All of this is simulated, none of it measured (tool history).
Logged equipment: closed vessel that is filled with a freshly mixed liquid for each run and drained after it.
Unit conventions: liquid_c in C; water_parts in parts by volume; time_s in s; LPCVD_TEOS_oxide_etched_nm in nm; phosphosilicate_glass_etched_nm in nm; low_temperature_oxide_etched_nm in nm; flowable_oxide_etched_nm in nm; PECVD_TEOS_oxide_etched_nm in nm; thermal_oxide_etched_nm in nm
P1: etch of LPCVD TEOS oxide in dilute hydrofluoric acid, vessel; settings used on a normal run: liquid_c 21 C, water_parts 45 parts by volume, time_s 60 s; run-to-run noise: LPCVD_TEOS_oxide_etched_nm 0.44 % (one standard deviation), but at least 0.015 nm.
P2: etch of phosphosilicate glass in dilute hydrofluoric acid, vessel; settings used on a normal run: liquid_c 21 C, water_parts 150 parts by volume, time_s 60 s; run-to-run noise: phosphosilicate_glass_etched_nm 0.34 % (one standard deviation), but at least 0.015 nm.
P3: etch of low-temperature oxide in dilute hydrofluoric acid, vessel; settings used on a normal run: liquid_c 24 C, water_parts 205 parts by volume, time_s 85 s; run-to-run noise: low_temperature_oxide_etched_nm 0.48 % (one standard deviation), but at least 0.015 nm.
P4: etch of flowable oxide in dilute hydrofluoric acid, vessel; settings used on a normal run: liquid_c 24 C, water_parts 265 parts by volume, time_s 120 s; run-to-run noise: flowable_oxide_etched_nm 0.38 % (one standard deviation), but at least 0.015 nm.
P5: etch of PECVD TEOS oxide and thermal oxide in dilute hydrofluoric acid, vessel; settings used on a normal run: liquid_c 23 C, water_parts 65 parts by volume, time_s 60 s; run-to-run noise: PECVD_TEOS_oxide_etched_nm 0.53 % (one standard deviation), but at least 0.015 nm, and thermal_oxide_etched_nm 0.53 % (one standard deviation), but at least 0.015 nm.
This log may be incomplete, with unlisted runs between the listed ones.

run,hour,process,liquid_c,water_parts,time_s,hours since the thermometer was replaced,hours since the hydrofluoric acid flow meter was replaced,LPCVD_TEOS_oxide_etched_nm,phosphosilicate_glass_etched_nm,low_temperature_oxide_etched_nm,flowable_oxide_etched_nm,PECVD_TEOS_oxide_etched_nm,thermal_oxide_etched_nm
1,13.3,P1,21,45,60,1705.7,1280.9,32.022,,,,,
2,23.9,P2,21,150,30,1716.3,1291.5,,10.135,,,,
3,36.4,P1,21,65,60,1728.8,1304,21.51,,,,,
4,46.4,P3,17,205,85,1738.8,1314,,,3.9428,,,
5,55.4,P3,24,205,85,1747.8,1323,,,5.1383,,,
6,67.1,P1,21,45,60,1759.5,1334.7,31.912,,,,,
7,75.1,P4,24,265,215,1767.5,1342.7,,,,19.088,,
8,87.7,P4,24,390,120,1780.1,1355.3,,,,6.4651,,
9,102,P2,21,30,60,1794.4,1369.6,,116.26,,,,
10,111.6,P1,17,20,60,1804,1379.2,62.175,,,,,
11,126.2,P4,24,265,120,1818.6,1393.8,,,,10.664,,
12,132.9,P1,17,45,60,1825.3,1400.5,26.681,,,,,
13,140.9,P5,23,20,60,1833.3,1408.5,,,,,50.401,14.332
14,154.8,P5,23,65,30,1847.2,1422.4,,,,,7.186,2.0871
15,164.4,P1,17,45,90,1856.8,1432,40.138,,,,,
16,174.2,P3,24,205,130,1866.6,1441.8,,,7.8475,,,
17,188.4,P1,21,45,115,1880.8,1456,60.882,,,,,
18,202.3,P4,17,265,120,1894.7,1469.9,,,,8.2854,,
19,215.5,P4,24,265,120,1907.9,1483.1,,,,10.627,,
20,228.3,P1,21,45,60,1920.7,1495.9,31.954,,,,,
21,240.2,P2,17,150,60,1932.6,1507.8,,17.122,,,,
22,251.7,P1,21,45,30,1944.1,1519.3,16.043,,,,,
23,259.8,P1,27.5,45,60,1952.2,1527.4,41.482,,,,,
24,270.7,P5,23,65,60,1963.1,1538.3,,,,,14.499,4.1816
25,284,P1,21,45,60,1976.4,1551.6,31.711,,,,,
26,298.7,P5,17,65,60,1991.1,1566.3,,,,,11.36,3.271
27,309.1,P3,24,60,85,2001.5,1576.7,,,20.838,,,
28,318.2,P1,28,75,60,2010.6,1585.8,24.341,,,,,
29,325.5,P2,21,150,60,2017.9,1593.1,,20.297,,,,

Forecast run 30:
30,339.5,P1,21,30,60,2031.9,1607.1,?,,,,,

Run 30 came out at LPCVD_TEOS_oxide_etched_nm 48.824 nm.

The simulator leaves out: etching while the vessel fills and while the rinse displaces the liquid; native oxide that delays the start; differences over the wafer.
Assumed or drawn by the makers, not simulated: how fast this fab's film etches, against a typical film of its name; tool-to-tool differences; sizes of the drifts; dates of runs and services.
